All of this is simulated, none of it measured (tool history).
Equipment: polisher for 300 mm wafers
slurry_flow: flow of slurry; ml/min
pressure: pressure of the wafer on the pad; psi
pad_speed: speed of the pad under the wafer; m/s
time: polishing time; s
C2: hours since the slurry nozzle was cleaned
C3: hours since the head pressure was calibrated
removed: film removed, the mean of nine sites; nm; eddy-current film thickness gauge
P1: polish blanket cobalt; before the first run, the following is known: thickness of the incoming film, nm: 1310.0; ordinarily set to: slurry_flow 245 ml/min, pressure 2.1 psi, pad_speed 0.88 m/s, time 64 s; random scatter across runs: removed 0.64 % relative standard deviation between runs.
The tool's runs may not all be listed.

{"run": 1, "hour": 6.8, "slurry_flow": 245, "pressure": 2.1, "pad_speed": 0.88, "time": 64, "wafers polished on this pad": 596, "C2": 161.5, "C3": 117.6, "removed": 303.67}
{"run": 2, "hour": 12.6, "slurry_flow": 245, "pressure": 2.1, "pad_speed": 0.88, "time": 45, "wafers polished on this pad": 669, "C2": 167.3, "C3": 123.4, "removed": 217.27}
{"hour": 15.0, "done": "head pressure recalibrated"}
{"run": 3, "hour": 16.7, "slurry_flow": 245, "pressure": 2.1, "pad_speed": 0.88, "time": 64, "wafers polished on this pad": 721, "C2": 171.4, "C3": 1.7, "removed": 310.33}
{"run": 4, "hour": 21.4, "slurry_flow": 245, "pressure": 2.1, "pad_speed": 1.28, "time": 64, "wafers polished on this pad": 780, "C2": 176.1, "C3": 6.4, "removed": 445.09}
{"run": 5, "hour": 26.1, "slurry_flow": 145, "pressure": 2.1, "pad_speed": 0.88, "time": 87, "wafers polished on this pad": 839, "C2": 180.8, "C3": 11.1, "removed": 386.98}
{"run": 6, "hour": 31.6, "slurry_flow": 245, "pressure": 2.1, "pad_speed": 0.88, "time": 64, "wafers polished on this pad": 908, "C2": 186.3, "C3": 16.6, "removed": 308.26}
{"run": 7, "hour": 35.9, "slurry_flow": 245, "pressure": 2.1, "pad_speed": 0.88, "time": 64, "wafers polished on this pad": 963, "C2": 190.6, "C3": 20.9, "removed": 307.28}
{"run": 8, "hour": 42.6, "slurry_flow": 245, "pressure": 2.1, "pad_speed": 0.88, "time": 64, "wafers polished on this pad": 1047, "C2": 197.3, "C3": 27.6, "removed": 307.99}
{"run": 9, "hour": 48.3, "slurry_flow": 245, "pressure": 2.1, "pad_speed": 0.88, "time": 64, "wafers polished on this pad": 1119, "C2": 203, "C3": 33.3, "removed": 304.06}
{"run": 10, "hour": 52.3, "slurry_flow": 245, "pressure": 2.1, "pad_speed": 0.88, "time": 83, "wafers polished on this pad": 1169, "C2": 207, "C3": 37.3, "removed": 401.72}
{"run": 11, "hour": 61.1, "slurry_flow": 165, "pressure": 2.1, "pad_speed": 0.88, "time": 64, "wafers polished on this pad": 1280, "C2": 215.8, "C3": 46.1, "removed": 296.16}
{"run": 12, "hour": 66.4, "slurry_flow": 245, "pressure": 1.2, "pad_speed": 0.88, "time": 64, "wafers polished on this pad": 1346, "C2": 221.1, "C3": 51.4, "removed": 175.74}
{"run": 13, "hour": 70.5, "slurry_flow": 245, "pressure": 2.1, "pad_speed": 0.4, "time": 64, "wafers polished on this pad": 1398, "C2": 225.2, "C3": 55.5, "removed": 139.19}
{"run": 14, "hour": 76.2, "slurry_flow": 245, "pressure": 3.1, "pad_speed": 0.88, "time": 34, "wafers polished on this pad": 1470, "C2": 230.9, "C3": 61.2, "removed": 240.72}
{"run": 15, "hour": 84.6, "slurry_flow": 245, "pressure": 2.6, "pad_speed": 0.88, "time": 64, "wafers polished on this pad": 1575, "C2": 239.3, "C3": 69.6, "removed": 376.83}
{"run": 16, "hour": 90.9, "slurry_flow": 245, "pressure": 2.1, "pad_speed": 0.88, "time": 64, "wafers polished on this pad": 1654, "C2": 245.6, "C3": 75.9, "removed": 306.45}
{"run": 17, "hour": 99.9, "slurry_flow": 365, "pressure": 2.1, "pad_speed": 0.88, "time": 64, "wafers polished on this pad": 1768, "C2": 254.6, "C3": 84.9, "removed": 317.47}
{"run": 18, "hour": 107.1, "slurry_flow": 245, "pressure": 2.1, "pad_speed": 0.88, "time": 64, "wafers polished on this pad": 1858, "C2": 261.8, "C3": 92.1, "removed": 307.72}
{"run": 19, "hour": 111.5, "slurry_flow": 245, "pressure": 2.1, "pad_speed": 0.88, "time": 64, "wafers polished on this pad": 1914, "C2": 266.2, "C3": 96.5, "removed": 306.95}
{"run": 20, "hour": 118.6, "slurry_flow": 245, "pressure": 2.1, "pad_speed": 0.88, "time": 64, "wafers polished on this pad": 2003, "C2": 273.3, "C3": 103.6, "removed": 298.46}
{"run": 21, "hour": 127.2, "slurry_flow": 245, "pressure": 2.1, "pad_speed": 0.88, "time": 64, "wafers polished on this pad": 2111, "C2": 281.9, "C3": 112.2, "removed": 296.42}
{"hour": 134.9, "done": "head pressure recalibrated"}
{"run": 22, "hour": 136.2, "slurry_flow": 245, "pressure": 2.1, "pad_speed": 0.88, "time": 64, "wafers polished on this pad": 2224, "C2": 290.9, "C3": 1.3, "removed": 293.94}
{"run": 23, "hour": 140.4, "slurry_flow": 245, "pressure": 2.1, "pad_speed": 0.88, "time": 64, "wafers polished on this pad": 2277, "C2": 295.1, "C3": 5.5, "removed": 295.72}
{"run": 24, "hour": 147.5, "slurry_flow": 245, "pressure": 2.1, "pad_speed": 0.88, "time": 64, "wafers polished on this pad": 2367, "C2": 302.2, "C3": 12.6, "removed": 290.97}
{"run": 25, "hour": 155.7, "slurry_flow": 245, "pressure": 2.1, "pad_speed": 0.88, "time": 64, "wafers polished on this pad": 2470, "C2": 310.4, "C3": 20.8, "removed": 291.74}
{"run": 26, "hour": 159.9, "slurry_flow": 245, "pressure": 2.1, "pad_speed": 0.88, "time": 64, "wafers polished on this pad": 2523, "C2": 314.6, "C3": 25, "removed": 290.68}
{"run": 27, "hour": 168.5, "slurry_flow": 245, "pressure": 2.1, "pad_speed": 0.88, "time": 64, "wafers polished on this pad": 2631, "C2": 323.2, "C3": 33.6, "removed": 290.69}
{"run": 28, "hour": 177.4, "slurry_flow": 245, "pressure": 2.1, "pad_speed": 0.88, "time": 64, "wafers polished on this pad": 2743, "C2": 332.1, "C3": 42.5, "removed": 286.76}
{"run": 29, "hour": 181.9, "slurry_flow": 245, "pressure": 2.1, "pad_speed": 0.88, "time": 64, "wafers polished on this pad": 2799, "C2": 336.6, "C3": 47, "removed": 290.5}

The output of P1 has drifted from where it used to be. Each of the 2 causes below, taken at the size shown beside it, accounts for the log equally well:
A: slurry flow missing at the pad, % = 36.2
B: removal rate lost through wear of the pad, % = 5.93
The creep began at about hour 107.1.
The rest of the possible causes, and what rules out each one:
head's pressure below its setpoint, %: its service at hour 134.9 followed the start of the drift and did not put the process back to its old value

The list below offers 4 check runs, each averaging the results of 5 wafers, and shows each result as a question mark. For which of them would the listed causes give clearly different results?
{"run": "check 1", "hour": 186.4, "slurry_flow": 245, "pressure": 2.1, "pad_speed": 0.42, "time": 64, "removed": "?"}
{"run": "check 2", "hour": 186.4, "slurry_flow": 245, "pressure": 2.1, "pad_speed": 0.64, "time": 64, "removed": "?"}
{"run": "check 3", "hour": 186.4, "slurry_flow": 180, "pressure": 2.5, "pad_speed": 0.88, "time": 64, "removed": "?"}
{"run": "check 4", "hour": 186.4, "slurry_flow": 245, "pressure": 2.5, "pad_speed": 0.88, "time": 64, "removed": "?"}

If the cause were each of the candidates in turn, the checks would give the following:
check=check_1 result=removed if_A=137.91 if_B=137.93
check=check_2 result=removed if_A=210.14 if_B=210.18
check=check_3 result=removed if_A=324.12 if_B=330.81
check=check_4 result=removed if_A=343.99 if_B=344.04
Separation of the two closest causes in each check, using whichever result separates them best: check 1 0.02 %; check 2 0.02 %; check 3 2.04 %; check 4 0.02 %
Check 3 is the one run that separates the causes; every other check would come out nearly the same whichever cause is at work.

Then check 3 was run and gave: removed 325.5 nm. Which cause is it?

The cause is A: slurry flow missing at the pad, %.
